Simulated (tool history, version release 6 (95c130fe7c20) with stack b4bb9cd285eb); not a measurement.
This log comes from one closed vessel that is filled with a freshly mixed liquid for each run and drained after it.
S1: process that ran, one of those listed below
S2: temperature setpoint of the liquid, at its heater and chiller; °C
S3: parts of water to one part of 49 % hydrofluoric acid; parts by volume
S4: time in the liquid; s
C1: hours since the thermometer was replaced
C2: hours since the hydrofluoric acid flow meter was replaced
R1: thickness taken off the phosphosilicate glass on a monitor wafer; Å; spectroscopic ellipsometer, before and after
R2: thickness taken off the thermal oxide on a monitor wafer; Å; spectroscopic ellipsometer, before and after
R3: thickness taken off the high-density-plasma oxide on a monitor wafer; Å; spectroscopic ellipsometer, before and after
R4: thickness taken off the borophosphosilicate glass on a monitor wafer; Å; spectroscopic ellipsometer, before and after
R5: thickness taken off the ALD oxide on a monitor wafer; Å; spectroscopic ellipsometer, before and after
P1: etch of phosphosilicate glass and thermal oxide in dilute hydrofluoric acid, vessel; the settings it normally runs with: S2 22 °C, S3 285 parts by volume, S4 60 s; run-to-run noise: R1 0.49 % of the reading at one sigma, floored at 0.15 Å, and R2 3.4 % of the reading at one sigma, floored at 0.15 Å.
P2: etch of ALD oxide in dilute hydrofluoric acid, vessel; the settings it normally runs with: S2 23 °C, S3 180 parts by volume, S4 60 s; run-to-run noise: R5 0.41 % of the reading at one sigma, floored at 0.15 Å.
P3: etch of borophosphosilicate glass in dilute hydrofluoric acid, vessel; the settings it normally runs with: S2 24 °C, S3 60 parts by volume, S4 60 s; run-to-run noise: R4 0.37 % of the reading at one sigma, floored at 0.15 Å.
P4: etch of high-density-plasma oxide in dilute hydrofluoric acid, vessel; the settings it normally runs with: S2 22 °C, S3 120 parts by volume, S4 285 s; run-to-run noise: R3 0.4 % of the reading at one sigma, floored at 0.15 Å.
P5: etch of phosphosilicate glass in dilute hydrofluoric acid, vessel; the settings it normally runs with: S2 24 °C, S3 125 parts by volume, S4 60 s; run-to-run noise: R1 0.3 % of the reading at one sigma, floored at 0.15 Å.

run 1 hour=7.4 | S1=P1 S2=22 S3=285 S4=60 | C1=425.6 C2=571.9 | R1=318.68 R2=8.444
run 2 hour=14.7 | S1=P1 S2=22 S3=515 S4=60 | C1=432.9 C2=579.2 | R1=143.76 R2=3.7455
run 3 hour=25 | S1=P4 S2=22 S3=120 S4=525 | C1=443.2 C2=589.5 | R3=200.12
run 4 hour=32.7 | S1=P1 S2=17 S3=285 S4=60 | C1=450.9 C2=597.2 | R1=263.76 R2=6.9978
run 5 hour=41 | S1=P3 S2=24 S3=60 S4=95 | C1=459.2 C2=605.5 | R4=1110.9
run 6 hour=51.5 | S1=P1 S2=17 S3=285 S4=85 | C1=469.7 C2=616 | R1=374.83 R2=9.9767
run 7 hour=59.3 | S1=P5 S2=24 S3=125 S4=60 | C1=477.5 C2=623.8 | R1=517.43
run 8 hour=70.7 | S1=P2 S2=23 S3=180 S4=110 | C1=488.9 C2=635.2 | R5=127.49
run 9 hour=83.3 | S1=P3 S2=24 S3=20 S4=60 | C1=501.5 C2=647.8 | R4=2213.3
run 10 hour=97.3 | S1=P1 S2=22 S3=375 S4=95 | C1=515.5 C2=661.8 | R1=350.22 R2=9.4005
run 11 hour=111 | S1=P1 S2=22 S3=285 S4=60 | C1=529.2 C2=675.5 | R1=316.48 R2=8.1997
run 12 hour=120 | S1=P1 S2=22 S3=285 S4=90 | C1=538.2 C2=684.5 | R1=474.93 R2=12.971
run 13 hour=128.9 | S1=P1 S2=22 S3=285 S4=60 | C1=547.1 C2=693.4 | R1=315.03 R2=8.5124
run 14 hour=137 | S1=P2 S2=23 S3=180 S4=60 | C1=555.2 C2=701.5 | R5=70.92
run 15 hour=150.7 | S1=P4 S2=22 S3=120 S4=285 | C1=568.9 C2=715.2 | R3=108.75
run 16 hour=165.1 | S1=P1 S2=22 S3=285 S4=60 | C1=583.3 C2=729.6 | R1=315.83 R2=8.8704
run 17 hour=180.2 | S1=P2 S2=23 S3=180 S4=60 | C1=598.4 C2=744.7 | R5=69.972
run 18 hour=189.1 | S1=P1 S2=22 S3=285 S4=60 | C1=607.3 C2=753.6 | R1=314.22 R2=8.6755
run 19 hour=204.1 | S1=P3 S2=24 S3=60 S4=60 | C1=622.3 C2=768.6 | R4=701.14
run 20 hour=220 | S1=P1 S2=29 S3=285 S4=60 | C1=638.2 C2=784.5 | R1=399.48 R2=9.9494
run 21 hour=227.3 | S1=P1 S2=22 S3=285 S4=60 | C1=645.5 C2=791.8 | R1=317.51 R2=8.3399
run 22 hour=235 | S1=P5 S2=24 S3=125 S4=115 | C1=653.2 C2=799.5 | R1=998.98
run 23 hour=246.3 | S1=P5 S2=31.5 S3=125 S4=60 | C1=664.5 C2=810.8 | R1=693.86
run 24 hour=258.7 | S1=P5 S2=24 S3=30 S4=60 | C1=676.9 C2=823.2 | R1=2449.3
run 25 hour=268.5 | S1=P1 S2=22 S3=285 S4=30 | C1=686.7 C2=833 | R1=157.66 R2=4.3978
run 26 hour=283.9 | S1=P2 S2=23 S3=115 S4=60 | C1=702.1 C2=848.4 | R5=118.14
run 27 hour=292 | S1=P4 S2=22 S3=120 S4=285 | C1=710.2 C2=856.5 | R3=107.39
run 28 hour=304.5 | S1=P1 S2=22 S3=60 S4=60 | C1=722.7 C2=869 | R1=1921 R2=49.979
run 29 hour=319.1 | S1=P4 S2=22 S3=215 S4=285 | C1=737.3 C2=883.6 | R3=54.19
run 30 hour=331.7 | S1=P3 S2=24 S3=60 S4=60 | C1=749.9 C2=896.2 | R4=699.61
run 31 hour=339.5 | S1=P4 S2=30 S3=120 S4=285 | C1=757.7 C2=904 | R3=146.24

What does the tool deliver on the next run?
run 32 hour=346.5 | S1=P3 S2=28.5 S3=60 S4=60 | C1=764.7 C2=911 | R4=?

R4: 837.93 Å

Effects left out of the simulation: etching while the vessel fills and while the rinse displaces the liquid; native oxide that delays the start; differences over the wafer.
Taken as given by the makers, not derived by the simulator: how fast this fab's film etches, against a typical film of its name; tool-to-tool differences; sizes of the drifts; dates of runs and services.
